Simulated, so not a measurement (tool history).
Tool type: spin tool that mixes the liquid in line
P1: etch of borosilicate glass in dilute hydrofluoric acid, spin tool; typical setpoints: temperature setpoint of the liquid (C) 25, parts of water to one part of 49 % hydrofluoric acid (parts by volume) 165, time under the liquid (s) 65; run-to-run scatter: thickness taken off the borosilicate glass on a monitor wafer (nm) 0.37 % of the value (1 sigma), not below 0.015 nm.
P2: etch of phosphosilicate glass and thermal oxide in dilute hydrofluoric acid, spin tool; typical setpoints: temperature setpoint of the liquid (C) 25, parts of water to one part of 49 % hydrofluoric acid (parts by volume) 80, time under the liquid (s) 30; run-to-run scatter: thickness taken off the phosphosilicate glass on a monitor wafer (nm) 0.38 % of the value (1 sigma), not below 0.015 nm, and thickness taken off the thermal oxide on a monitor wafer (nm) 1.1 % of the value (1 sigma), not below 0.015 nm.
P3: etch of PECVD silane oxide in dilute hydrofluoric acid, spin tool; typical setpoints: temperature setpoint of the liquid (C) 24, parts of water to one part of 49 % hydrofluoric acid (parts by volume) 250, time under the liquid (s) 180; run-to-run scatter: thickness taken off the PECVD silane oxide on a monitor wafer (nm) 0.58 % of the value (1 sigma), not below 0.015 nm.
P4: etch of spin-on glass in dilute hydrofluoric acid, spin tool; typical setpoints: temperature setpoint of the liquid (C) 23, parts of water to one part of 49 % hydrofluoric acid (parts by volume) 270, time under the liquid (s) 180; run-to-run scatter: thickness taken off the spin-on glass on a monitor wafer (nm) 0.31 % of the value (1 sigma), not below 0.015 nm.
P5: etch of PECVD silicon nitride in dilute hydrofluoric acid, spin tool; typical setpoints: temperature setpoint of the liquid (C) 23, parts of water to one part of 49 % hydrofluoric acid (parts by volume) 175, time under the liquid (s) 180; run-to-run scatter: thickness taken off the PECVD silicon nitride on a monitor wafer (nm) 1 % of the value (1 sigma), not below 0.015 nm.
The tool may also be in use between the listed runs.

run,hour,process that ran,temperature setpoint of the liquid (C),parts of water to one part of 49 % hydrofluoric acid (parts by volume),time under the liquid (s),hours since the thermometer was replaced,hours since the hydrofluoric acid flow meter was replaced,thickness taken off the borosilicate glass on a monitor wafer (nm),thickness taken off the phosphosilicate glass on a monitor wafer (nm),thickness taken off the thermal oxide on a monitor wafer (nm),thickness taken off the PECVD silane oxide on a monitor wafer (nm),thickness taken off the PECVD silicon nitride on a monitor wafer (nm),thickness taken off the spin-on glass on a monitor wafer (nm)
1,4,P1,25,165,65,501.9,318.3,6.3237,,,,,
2,12.3,P1,19,165,65,510.2,326.6,5.0694,,,,,
3,17.9,P1,25,165,65,515.8,332.2,6.3076,,,,,
4,24.4,P2,25,80,30,522.3,338.7,,62.667,1.8667,,,
5,29.2,P3,24,250,180,527.1,343.5,,,,15.463,,
6,36,P1,31.5,165,65,533.9,350.3,8.038,,,,,
7,41.6,P2,18,80,30,539.5,355.9,,47.081,1.3937,,,
8,49.7,P3,24,250,355,547.6,364,,,,30.803,,
9,53.9,P5,17,175,180,551.8,368.2,,,,,1.4483,
10,61,P4,23,270,180,558.9,375.3,,,,,,13.592
11,67.7,P3,31.5,250,180,565.6,382,,,,20.242,,
12,73.9,P2,25,135,30,571.8,388.2,,34.61,1.0757,,,
13,77.5,P4,23,270,180,575.4,391.8,,,,,,13.669
14,83.6,P2,25,80,45,581.5,397.9,,94.17,2.8099,,,
15,91.5,P1,25,165,30,589.4,405.8,2.9237,,,,,
16,96.5,P1,25,165,65,594.4,410.8,6.335,,,,,
17,102.7,P1,25,165,65,600.6,417,6.317,,,,,
18,107.9,P1,25,280,65,605.8,422.2,3.2667,,,,,
19,112.8,P1,25,165,65,610.7,427.1,6.3289,,,,,
20,120.4,P4,23,90,180,618.3,434.7,,,,,,49.593
21,124,P3,24,50,180,621.9,438.3,,,,97.944,,
22,132.2,P5,23,175,180,630.1,446.5,,,,,2.1474,
23,136.2,P5,23,175,30,634.1,450.5,,,,,0.36439,
24,140.6,P4,23,270,355,638.5,454.9,,,,,,26.814
25,144.4,P1,25,80,65,642.3,458.7,14.442,,,,,
26,151.2,P1,25,165,125,649.1,465.5,12.116,,,,,
27,155.2,P5,23,85,180,653.1,469.5,,,,,4.4497,
28,161.5,P1,20.5,165,125,659.4,475.8,10.219,,,,,
29,167.8,P5,23,175,180,665.7,482.1,,,,,2.1617,
30,172.6,P2,25,80,30,670.5,486.9,,62.607,1.8684,,,
31,177.7,P4,29,270,180,675.6,492,,,,,,16.779
32,181.8,P1,25,165,65,679.7,496.1,6.3206,,,,,
33,188.5,P1,25,165,65,686.4,502.8,6.5234,,,,,
34,195.6,P1,25,165,65,693.5,509.9,6.591,,,,,
35,200.9,P1,25,165,65,698.8,515.2,6.6625,,,,,
36,205,P1,25,165,65,702.9,519.3,6.6979,,,,,
37,211,P1,25,165,65,708.9,525.3,6.7729,,,,,
38,215.1,P1,25,165,65,713,529.4,6.7174,,,,,
39,223.4,P1,25,165,65,721.3,537.7,6.7379,,,,,

What P1 gives has crept off from where it sat before. The 2 causes that follow fit the log equally well, each at the size noted:
A: hydrofluoric acid flow above the setpoint (%) = 5.29
B: liquid hotter than its thermometer reads (K) = 1.65
The drift started at roughly hour 181.8.

Below are 4 check runs, each averaged over 3 wafers, with their results shown as question marks. Which of them would give clearly different results depending on which cause is behind the drift?
check 1,231.7,P2,25,130,30,,,,?,?,,,
check 2,231.7,P3,24,95,315,,,,,,?,,
check 3,231.7,P5,17,175,180,,,,,,,?,
check 4,231.7,P4,23,155,350,,,,,,,,?

Check results expected under each cause:
check,result,if A,if B
check 1,thickness taken off the phosphosilicate glass on a monitor wafer (nm),38.386,38.517
check 1,thickness taken off the thermal oxide on a monitor wafer (nm),1.1482,1.1521
check 2,thickness taken off the PECVD silane oxide on a monitor wafer (nm),90.041,90.736
check 3,thickness taken off the PECVD silicon nitride on a monitor wafer (nm),1.5389,1.6371
check 4,thickness taken off the spin-on glass on a monitor wafer (nm),55.356,55.506
Smallest distance between any two causes, each pair judged by its most separating result, in per cent: check 1 0.34 %; check 2 0.77 %; check 3 6.18 %; check 4 0.27 %
The other checks would show nearly matching results whichever cause is true, so check 3 is the only one that separates the causes.

Check 3 was then run and gave: thickness taken off the PECVD silicon nitride on a monitor wafer (nm) 1.5426. Which cause is it?

A is the cause: hydrofluoric acid flow above the setpoint (%).
